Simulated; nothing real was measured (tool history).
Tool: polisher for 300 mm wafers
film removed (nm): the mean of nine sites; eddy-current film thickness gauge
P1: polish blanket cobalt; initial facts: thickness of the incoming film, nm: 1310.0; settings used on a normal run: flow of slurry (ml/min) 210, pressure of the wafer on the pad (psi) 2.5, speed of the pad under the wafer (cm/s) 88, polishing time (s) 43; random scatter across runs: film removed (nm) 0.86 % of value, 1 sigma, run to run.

| run | day | flow of slurry (ml/min) | pressure of the wafer on the pad (psi) | speed of the pad under the wafer (cm/s) | polishing time (s) | film removed (nm) |
|---|---|---|---|---|---|---|
| 1 | 0.242 | 210 | 2.5 | 88 | 43 | 246.99 |
| 2 | 0.454 | 210 | 2.5 | 54 | 43 | 150.58 |
| 3 | 0.767 | 210 | 2.5 | 88 | 43 | 251.01 |
| 4 | 1.079 | 210 | 2.5 | 88 | 66 | 375.25 |
| 5 | 1.342 | 310 | 2.5 | 88 | 43 | 255.98 |
| 6 | 1.617 | 130 | 2.5 | 88 | 43 | 228.78 |
| 7 | 1.796 | 280 | 2.5 | 88 | 24 | 143.35 |
| 8 | 2.058 | 210 | 2.5 | 88 | 25 | 142.48 |
| 9 | 2.446 | 210 | 1.1 | 88 | 43 | 108.98 |
| 10 | 2.662 | 210 | 3.9 | 88 | 43 | 382.41 |
| 11 | 2.842 | 210 | 2.5 | 88 | 43 | 247.42 |
| 12 | 3.117 | 290 | 2.5 | 44 | 43 | 128.43 |
| 13 | 3.321 | 210 | 1.5 | 88 | 33 | 112.66 |
| 14 | 3.621 | 210 | 2.5 | 138 | 43 | 390.92 |
| 15 | 3.938 | 210 | 2.5 | 88 | 43 | 248.08 |
| 16 | 4.279 | 210 | 2.5 | 88 | 43 | 241.82 |
| 17 | 4.471 | 210 | 2.5 | 88 | 43 | 240.02 |
| 18 | 4.679 | 210 | 2.5 | 88 | 43 | 237.05 |
| 19 | 4.871 | 210 | 2.5 | 88 | 43 | 236.98 |
|  | 5.017 | head pressure recalibrated |
| 20 | 5.075 | 210 | 2.5 | 88 | 43 | 232.98 |
| 21 | 5.454 | 210 | 2.5 | 88 | 43 | 234.38 |
| 22 | 5.654 | 210 | 2.5 | 88 | 43 | 237.34 |
| 23 | 5.879 | 210 | 2.5 | 88 | 43 | 230.46 |
| 24 | 6.142 | 210 | 2.5 | 88 | 43 | 234.61 |

What P1 gives has crept away from where it was. These 2 causes fit the log equally well, each at the size given:
A: removal rate lost through wear of the pad, % = 5.99
B: slurry flow missing at the pad, % = 33.2
The drift started at roughly day 4.279.
Why every other cause is out:
head's pressure below its setpoint, %: serviced at day 5.017, which brought nothing back

Which of the 4 check runs listed below, each an average over 5 wafers with its results shown as question marks, gives clearly different results under the different listed causes?
| check 1 | 6.404 | 130 | 3.4 | 88 | 43 | ? |
| check 2 | 6.404 | 210 | 2.5 | 70 | 43 | ? |
| check 3 | 6.404 | 210 | 3.1 | 88 | 62 | ? |
| check 4 | 6.404 | 210 | 2.5 | 70 | 29 | ? |

What each check would give under each cause:
| check | result | if A | if B |
|---|---|---|---|
| check 1 | film removed (nm) | 291.92 | 282.13 |
| check 2 | film removed (nm) | 184.31 | 184.28 |
| check 3 | film removed (nm) | 414.27 | 414.19 |
| check 4 | film removed (nm) | 124.30 | 124.28 |
Distance between the nearest two causes, measured in the result of the check that separates them most: check 1 3.41 %; check 2 0.02 %; check 3 0.02 %; check 4 0.02 %
Check 1 is the one run that separates the causes; every other check would come out nearly the same whichever cause is at work.

Here is what check 1 returned: film removed (nm) 290.20. Which cause is it?

A is the cause: removal rate lost through wear of the pad, %.

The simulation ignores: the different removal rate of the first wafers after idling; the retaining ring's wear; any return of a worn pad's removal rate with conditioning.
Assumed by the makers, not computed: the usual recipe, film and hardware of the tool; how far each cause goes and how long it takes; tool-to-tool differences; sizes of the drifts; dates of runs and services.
